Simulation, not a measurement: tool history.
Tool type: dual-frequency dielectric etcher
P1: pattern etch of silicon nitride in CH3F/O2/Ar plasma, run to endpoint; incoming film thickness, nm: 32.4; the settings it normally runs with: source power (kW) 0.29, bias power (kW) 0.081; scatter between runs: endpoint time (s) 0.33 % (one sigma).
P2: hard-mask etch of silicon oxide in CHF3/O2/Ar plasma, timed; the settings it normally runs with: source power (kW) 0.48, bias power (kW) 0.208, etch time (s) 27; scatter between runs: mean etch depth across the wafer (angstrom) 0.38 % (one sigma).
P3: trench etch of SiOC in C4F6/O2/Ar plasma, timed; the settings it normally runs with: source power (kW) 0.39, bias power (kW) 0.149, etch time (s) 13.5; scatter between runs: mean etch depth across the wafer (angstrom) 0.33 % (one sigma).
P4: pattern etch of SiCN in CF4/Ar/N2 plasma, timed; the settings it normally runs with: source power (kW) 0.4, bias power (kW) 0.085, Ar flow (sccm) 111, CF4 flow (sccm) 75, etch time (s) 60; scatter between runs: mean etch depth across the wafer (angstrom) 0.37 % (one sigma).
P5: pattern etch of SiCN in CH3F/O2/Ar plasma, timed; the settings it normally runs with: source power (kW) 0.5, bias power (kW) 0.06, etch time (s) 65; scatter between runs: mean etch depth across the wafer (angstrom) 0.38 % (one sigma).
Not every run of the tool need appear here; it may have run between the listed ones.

run   hour  process that ran  source power (kW)  bias power (kW)  Ar flow (sccm)  CF4 flow (sccm)  etch time (s)  hours since the last wet clean  hours since the last source power generator calibration  hours since the last bias power generator calibration  endpoint time (s)  mean etch depth across the wafer (angstrom)
  1    5.7                P1               0.29            0.081                                                                           134.9                                                     3688                                                  289.9             51.456
  2   17.3                P4                0.4            0.113             111               75             60                           146.5                                                   3699.6                                                  301.5                                                          545.74
  3   26.1                P1                0.2            0.081                                                                           155.3                                                   3708.4                                                  310.3             59.151
  4   33.6                P1               0.34            0.053                                                                           162.8                                                   3715.9                                                  317.8             56.043
  5   44.2                P3               0.49            0.149                                            13.5                           173.4                                                   3726.5                                                  328.4                                                          291.35
  6   53.2                P2               0.48            0.208                                            35.5                           182.4                                                   3735.5                                                  337.4                                                          669.28
  7     61                P1               0.29            0.109                                                                           190.2                                                   3743.3                                                  345.2             45.899
  8   73.1                P4               0.27            0.085             111               75             60                           202.3                                                   3755.4                                                  357.3                                                          351.49
  9   79.2                P2               0.65            0.208                                              27                           208.4                                                   3761.5                                                  363.4                                                          577.22
 10   90.2                P2               0.48            0.208                                              27                           219.4                                                   3772.5                                                  374.4                                                          512.08
 11   99.5                P4                0.4            0.085             111               99             60                           228.7                                                   3781.8                                                  383.7                                                          514.45
 12  107.4                P1               0.29            0.081                                                                           236.6                                                   3789.7                                                  391.6             51.325
 13  115.1                P1               0.29            0.081                                                                           244.3                                                   3797.4                                                  399.3             51.358
 14  122.7                P5                0.5             0.06                                              65                           251.9                                                     3805                                                  406.9                                                          252.29
 15  131.1                P5               0.34             0.06                                              65                           260.3                                                   3813.4                                                  415.3                                                          215.97
 16    143                P2               0.48             0.17                                              27                           272.2                                                   3825.3                                                  427.2                                                           478.4
 17  150.9                P4                0.4            0.085             111               75             60                           280.1                                                   3833.2                                                  435.1                                                          490.68
 18  156.8                P3               0.39            0.149                                            13.5                             286                                                   3839.1                                                    441                                                          264.87
     166.4  -- source power generator calibrated
 19  169.1                P5                0.5             0.06                                            96.5                           298.3                                                      2.7                                                  453.3                                                          371.38
 20  181.5                P1               0.29            0.081                                                                           310.7                                                     15.1                                                  465.7             51.567
 21  191.7                P1               0.29            0.065                                                                           320.9                                                     25.3                                                  475.9             55.469
 22  200.7                P4                0.4            0.085              89               75             60                           329.9                                                     34.3                                                  484.9                                                          507.72
 23  210.2                P3               0.39            0.198                                            13.5                           339.4                                                     43.8                                                  494.4                                                          289.18
 24  215.7                P5                0.5            0.036                                              65                           344.9                                                     49.3                                                  499.9                                                          216.59
 25  223.8                P5                0.5             0.06                                              65                             353                                                     57.4                                                    508                                                          251.86
 26  229.9                P4                0.4            0.085             111               75           87.5                           359.1                                                     63.5                                                  514.1                                                          721.29
 27  236.7                P4                0.4            0.085             111               75             60                           365.9                                                     70.3                                                  520.9                                                          496.44
 28  246.1                P3               0.39            0.149                                              19                           375.3                                                     79.7                                                  530.3                                                          372.91
 29  253.5                P1               0.36            0.081                                                                           382.7                                                     87.1                                                  537.7             47.323
 30  260.1                P1               0.29            0.081                                                                           389.3                                                     93.7                                                  544.3             51.085
 31  271.6                P1               0.29            0.081                                                                           400.8                                                    105.2                                                  555.8             51.548

Forecast run 32:
 32   277                P1               0.29            0.081                                                                           406.2                                                    110.6                                                  561.2                  ?

endpoint time (s): 51.042
